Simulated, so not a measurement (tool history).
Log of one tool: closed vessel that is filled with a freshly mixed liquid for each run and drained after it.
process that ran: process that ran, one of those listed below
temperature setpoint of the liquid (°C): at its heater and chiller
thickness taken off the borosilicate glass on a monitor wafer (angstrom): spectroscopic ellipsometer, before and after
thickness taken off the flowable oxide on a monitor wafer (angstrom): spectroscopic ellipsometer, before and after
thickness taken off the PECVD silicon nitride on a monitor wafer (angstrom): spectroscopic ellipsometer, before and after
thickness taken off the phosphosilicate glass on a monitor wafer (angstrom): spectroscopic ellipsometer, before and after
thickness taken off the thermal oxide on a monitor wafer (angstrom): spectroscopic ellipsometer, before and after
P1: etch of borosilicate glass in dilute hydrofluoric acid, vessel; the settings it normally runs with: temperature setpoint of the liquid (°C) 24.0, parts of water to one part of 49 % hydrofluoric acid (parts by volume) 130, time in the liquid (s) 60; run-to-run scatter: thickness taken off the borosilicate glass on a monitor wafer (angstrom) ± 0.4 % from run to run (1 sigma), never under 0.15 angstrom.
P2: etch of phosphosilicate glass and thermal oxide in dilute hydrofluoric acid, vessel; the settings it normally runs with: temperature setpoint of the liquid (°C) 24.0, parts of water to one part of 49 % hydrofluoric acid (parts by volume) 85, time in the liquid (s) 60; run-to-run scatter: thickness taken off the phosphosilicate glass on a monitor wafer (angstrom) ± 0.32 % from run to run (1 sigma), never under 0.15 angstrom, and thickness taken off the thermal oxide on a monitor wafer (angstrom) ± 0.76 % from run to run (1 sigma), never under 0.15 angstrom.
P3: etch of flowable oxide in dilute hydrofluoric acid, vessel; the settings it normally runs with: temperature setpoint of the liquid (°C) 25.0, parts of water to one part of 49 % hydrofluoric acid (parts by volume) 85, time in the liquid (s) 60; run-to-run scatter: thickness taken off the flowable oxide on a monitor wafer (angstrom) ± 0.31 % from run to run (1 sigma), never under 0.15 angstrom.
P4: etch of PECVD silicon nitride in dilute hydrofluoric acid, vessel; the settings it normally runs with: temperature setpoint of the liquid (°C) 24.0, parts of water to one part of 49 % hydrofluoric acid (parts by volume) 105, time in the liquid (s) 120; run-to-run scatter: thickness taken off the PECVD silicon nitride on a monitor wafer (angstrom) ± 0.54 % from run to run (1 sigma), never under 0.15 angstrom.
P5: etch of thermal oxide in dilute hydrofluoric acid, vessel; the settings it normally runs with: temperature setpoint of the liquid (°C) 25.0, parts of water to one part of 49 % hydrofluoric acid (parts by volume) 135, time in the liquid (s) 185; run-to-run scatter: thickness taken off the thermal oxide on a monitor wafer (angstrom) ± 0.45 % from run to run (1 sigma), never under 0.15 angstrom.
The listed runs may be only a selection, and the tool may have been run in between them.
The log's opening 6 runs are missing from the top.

| run | hour | process that ran | temperature setpoint of the liquid (°C) | parts of water to one part of 49 % hydrofluoric acid (parts by volume) | time in the liquid (s) | thickness taken off the borosilicate glass on a monitor wafer (angstrom) | thickness taken off the flowable oxide on a monitor wafer (angstrom) | thickness taken off the PECVD silicon nitride on a monitor wafer (angstrom) | thickness taken off the phosphosilicate glass on a monitor wafer (angstrom) | thickness taken off the thermal oxide on a monitor wafer (angstrom) |
|---|---|---|---|---|---|---|---|---|---|---|
| 7 | 64.1 | P4 | 24.0 | 30 | 120 |  |  | 142.940 |  |  |
| 8 | 73.5 | P4 | 24.0 | 105 | 120 |  |  | 41.404 |  |  |
| 9 | 80.8 | P1 | 24.0 | 130 | 30 | 63.949 |  |  |  |  |
| 10 | 92.1 | P1 | 24.0 | 175 | 95 | 142.360 |  |  |  |  |
| 11 | 103.1 | P1 | 24.0 | 130 | 60 | 128.570 |  |  |  |  |
| 12 | 113.0 | P4 | 24.0 | 105 | 120 |  |  | 41.786 |  |  |
| 13 | 126.5 | P2 | 24.0 | 135 | 60 |  |  |  | 542.28 | 19.205 |
| 14 | 139.2 | P5 | 25.0 | 135 | 185 |  |  |  |  | 71.234 |
| 15 | 145.4 | P2 | 18.5 | 85 | 60 |  |  |  | 732.16 | 26.161 |
| 16 | 154.8 | P1 | 24.0 | 70 | 60 | 257.230 |  |  |  |  |
| 17 | 161.8 | P1 | 19.5 | 185 | 60 | 71.545 |  |  |  |  |
| 18 | 174.7 | P1 | 28.0 | 130 | 60 | 148.760 |  |  |  |  |
| 19 | 183.1 | P1 | 24.0 | 220 | 60 | 69.116 |  |  |  |  |
| 20 | 192.8 | P2 | 24.0 | 85 | 60 |  |  |  | 917.81 | 32.381 |
| 21 | 200.0 | P3 | 25.0 | 85 | 60 |  | 157.81 |  |  |  |
| 22 | 207.7 | P2 | 24.0 | 85 | 30 |  |  |  | 457.73 | 15.917 |
| 23 | 215.4 | P1 | 24.0 | 130 | 60 | 128.190 |  |  |  |  |
| 24 | 225.2 | P4 | 30.5 | 105 | 120 |  |  | 63.833 |  |  |
| 25 | 231.9 | P1 | 18.0 | 130 | 60 | 101.440 |  |  |  |  |
| 26 | 238.8 | P1 | 24.0 | 130 | 60 | 128.230 |  |  |  |  |
| 27 | 247.9 | P5 | 25.0 | 250 | 185 |  |  |  |  | 33.106 |
| 28 | 256.9 | P5 | 25.0 | 135 | 280 |  |  |  |  | 106.660 |
| 29 | 265.7 | P1 | 24.0 | 130 | 60 | 129.040 |  |  |  |  |
| 30 | 276.8 | P1 | 18.5 | 130 | 85 | 145.560 |  |  |  |  |
| 31 | 289.0 | P1 | 24.0 | 130 | 60 | 128.380 |  |  |  |  |

Run 32, settings as shown, results not yet in. Your forecast:
| 32 | 301.0 | P3 | 25.0 | 20 | 60 |  | ? |  |  |  |

{"run 32": {"thickness taken off the flowable oxide on a monitor wafer (angstrom)": 732.22}}
